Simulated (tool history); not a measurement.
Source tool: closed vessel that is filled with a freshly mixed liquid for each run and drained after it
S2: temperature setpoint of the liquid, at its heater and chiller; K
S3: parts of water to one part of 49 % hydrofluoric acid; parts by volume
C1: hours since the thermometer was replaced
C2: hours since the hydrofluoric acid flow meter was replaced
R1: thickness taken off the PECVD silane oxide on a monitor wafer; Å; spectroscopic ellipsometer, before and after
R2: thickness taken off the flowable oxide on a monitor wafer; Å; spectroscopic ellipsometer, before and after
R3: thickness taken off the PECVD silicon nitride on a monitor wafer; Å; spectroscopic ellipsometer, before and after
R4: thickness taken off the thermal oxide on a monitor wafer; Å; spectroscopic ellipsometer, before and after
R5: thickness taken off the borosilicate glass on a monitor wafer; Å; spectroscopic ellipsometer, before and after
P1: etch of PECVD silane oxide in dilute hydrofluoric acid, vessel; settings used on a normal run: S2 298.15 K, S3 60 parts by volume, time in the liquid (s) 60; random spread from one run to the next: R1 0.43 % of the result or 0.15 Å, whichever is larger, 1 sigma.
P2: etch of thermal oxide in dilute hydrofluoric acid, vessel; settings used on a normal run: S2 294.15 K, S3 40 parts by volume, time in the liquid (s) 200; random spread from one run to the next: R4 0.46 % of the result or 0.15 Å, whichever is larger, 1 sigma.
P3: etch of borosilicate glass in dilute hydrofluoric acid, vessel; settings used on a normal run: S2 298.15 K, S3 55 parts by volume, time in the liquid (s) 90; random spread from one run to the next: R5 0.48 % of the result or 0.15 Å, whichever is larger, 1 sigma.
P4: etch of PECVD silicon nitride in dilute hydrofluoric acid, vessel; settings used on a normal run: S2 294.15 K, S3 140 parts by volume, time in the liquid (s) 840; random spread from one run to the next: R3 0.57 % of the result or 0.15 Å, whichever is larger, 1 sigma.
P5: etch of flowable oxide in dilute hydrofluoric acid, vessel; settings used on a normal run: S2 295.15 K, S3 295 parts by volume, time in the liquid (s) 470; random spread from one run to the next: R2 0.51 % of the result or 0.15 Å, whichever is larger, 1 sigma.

Run 1, hour 7.4: process that ran P1, S2 298.15 K, S3 60 parts by volume, time in the liquid (s) 60; C1 490.8; C2 635.7. Result: R1 250.99 Å.
Run 2, hour 11.8: process that ran P1, S2 298.15 K, S3 30 parts by volume, time in the liquid (s) 60; C1 495.2; C2 640.1. Result: R1 521.07 Å.
Run 3, hour 18.3: process that ran P5, S2 290.15 K, S3 295 parts by volume, time in the liquid (s) 470; C1 501.7; C2 646.6. Result: R2 456.25 Å.
Run 4, hour 24.6: process that ran P1, S2 298.15 K, S3 60 parts by volume, time in the liquid (s) 30; C1 508; C2 652.9. Result: R1 125.78 Å.
Run 5, hour 28.7: process that ran P1, S2 303.15 K, S3 60 parts by volume, time in the liquid (s) 60; C1 512.1; C2 657. Result: R1 305.54 Å.
Run 6, hour 32.8: process that ran P5, S2 295.15 K, S3 105 parts by volume, time in the liquid (s) 470; C1 516.2; C2 661.1. Result: R2 1879.1 Å.
At hour 34.9: hydrofluoric acid flow meter replaced.
Run 7, hour 37.7: process that ran P5, S2 295.15 K, S3 295 parts by volume, time in the liquid (s) 470; C1 521.1; C2 2.9. Result: R2 547.51 Å.
Run 8, hour 43.1: process that ran P4, S2 294.15 K, S3 140 parts by volume, time in the liquid (s) 120; C1 526.5; C2 8.3. Result: R3 13.533 Å.
Run 9, hour 46.8: process that ran P1, S2 298.15 K, S3 60 parts by volume, time in the liquid (s) 110; C1 530.2; C2 12. Result: R1 461.47 Å.
Run 10, hour 51.5: process that ran P4, S2 294.15 K, S3 140 parts by volume, time in the liquid (s) 840; C1 534.9; C2 16.7. Result: R3 95.166 Å.
Run 11, hour 55.4: process that ran P1, S2 298.15 K, S3 60 parts by volume, time in the liquid (s) 60; C1 538.8; C2 20.6. Result: R1 250.62 Å.
Run 12, hour 59.6: process that ran P2, S2 294.15 K, S3 70 parts by volume, time in the liquid (s) 200; C1 543; C2 24.8. Result: R4 127.94 Å.
Run 13, hour 67: process that ran P2, S2 294.15 K, S3 40 parts by volume, time in the liquid (s) 400; C1 550.4; C2 32.2. Result: R4 471.76 Å.
Run 14, hour 72.5: process that ran P1, S2 298.15 K, S3 60 parts by volume, time in the liquid (s) 60; C1 555.9; C2 37.7. Result: R1 250.38 Å.
Run 15, hour 77.9: process that ran P2, S2 301.65 K, S3 40 parts by volume, time in the liquid (s) 200; C1 561.3; C2 43.1. Result: R4 316.05 Å.
Run 16, hour 82.4: process that ran P1, S2 298.15 K, S3 60 parts by volume, time in the liquid (s) 60; C1 565.8; C2 47.6. Result: R1 249.15 Å.
Run 17, hour 86.9: process that ran P1, S2 291.65 K, S3 30 parts by volume, time in the liquid (s) 60; C1 570.3; C2 52.1. Result: R1 397.54 Å.
Run 18, hour 93.8: process that ran P1, S2 298.15 K, S3 60 parts by volume, time in the liquid (s) 60; C1 577.2; C2 59. Result: R1 250 Å.
Run 19, hour 100.7: process that ran P1, S2 298.15 K, S3 80 parts by volume, time in the liquid (s) 30; C1 584.1; C2 65.9. Result: R1 91.966 Å.
Run 20, hour 107.6: process that ran P4, S2 290.65 K, S3 140 parts by volume, time in the liquid (s) 840; C1 591; C2 72.8. Result: R3 75.555 Å.
Run 21, hour 112.8: process that ran P4, S2 294.15 K, S3 250 parts by volume, time in the liquid (s) 840; C1 596.2; C2 78. Result: R3 53.994 Å.
Run 22, hour 117.7: process that ran P3, S2 298.15 K, S3 55 parts by volume, time in the liquid (s) 90; C1 601.1; C2 82.9. Result: R5 529.71 Å.
Run 23, hour 121: process that ran P3, S2 298.15 K, S3 90 parts by volume, time in the liquid (s) 90; C1 604.4; C2 86.2. Result: R5 305.22 Å.
Run 24, hour 124.4: process that ran P2, S2 294.15 K, S3 40 parts by volume, time in the liquid (s) 200; C1 607.8; C2 89.6. Result: R4 233.8 Å.
Run 25, hour 128.3: process that ran P1, S2 291.65 K, S3 85 parts by volume, time in the liquid (s) 60; C1 611.7; C2 93.5. Result: R1 131.69 Å.
Run 26, hour 132.5: process that ran P3, S2 298.15 K, S3 55 parts by volume, time in the liquid (s) 30; C1 615.9; C2 97.7. Result: R5 174.9 Å.
Run 27, hour 138: process that ran P4, S2 294.15 K, S3 140 parts by volume, time in the liquid (s) 840; C1 621.4; C2 103.2. Result: R3 95.842 Å.
Run 28, hour 145.3: process that ran P1, S2 298.15 K, S3 110 parts by volume, time in the liquid (s) 60; C1 628.7; C2 110.5. Result: R1 128.44 Å.
Run 29, hour 149.4: process that ran P1, S2 298.15 K, S3 60 parts by volume, time in the liquid (s) 60; C1 632.8; C2 114.6. Result: R1 252.01 Å.
Run 30, hour 153.7: process that ran P5, S2 295.15 K, S3 295 parts by volume, time in the liquid (s) 900; C1 637.1; C2 118.9. Result: R2 1042 Å.
Run 31, hour 160.2: process that ran P3, S2 298.15 K, S3 55 parts by volume, time in the liquid (s) 90; C1 643.6; C2 125.4. Result: R5 531.74 Å.
Run 32, hour 164.4: process that ran P1, S2 290.15 K, S3 60 parts by volume, time in the liquid (s) 60; C1 647.8; C2 129.6. Result: R1 179.15 Å.
Run 33, hour 171.7: process that ran P3, S2 306.15 K, S3 55 parts by volume, time in the liquid (s) 90; C1 655.1; C2 136.9. Result: R5 724.19 Å.
Run 34, hour 176.4: process that ran P1, S2 298.15 K, S3 60 parts by volume, time in the liquid (s) 60; C1 659.8; C2 141.6. Result: R1 251.11 Å.
Run 35, hour 181.8: process that ran P1, S2 298.15 K, S3 60 parts by volume, time in the liquid (s) 60; C1 665.2; C2 147. Result: R1 243.1 Å.
Run 36, hour 185.6: process that ran P1, S2 298.15 K, S3 60 parts by volume, time in the liquid (s) 60; C1 669; C2 150.8. Result: R1 240.72 Å.
Run 37, hour 191.5: process that ran P1, S2 298.15 K, S3 60 parts by volume, time in the liquid (s) 60; C1 674.9; C2 156.7. Result: R1 239.03 Å.
Run 38, hour 197.6: process that ran P1, S2 298.15 K, S3 60 parts by volume, time in the liquid (s) 60; C1 681; C2 162.8. Result: R1 238.17 Å.
Run 39, hour 203.3: process that ran P1, S2 298.15 K, S3 60 parts by volume, time in the liquid (s) 60; C1 686.7; C2 168.5. Result: R1 238.27 Å.

Expected results for the next run?
Run 40, hour 209.3: process that ran P1, S2 298.15 K, S3 60 parts by volume, time in the liquid (s) 60; C1 692.7; C2 174.5. Result: R1 ?.

R1: 237.88 Å
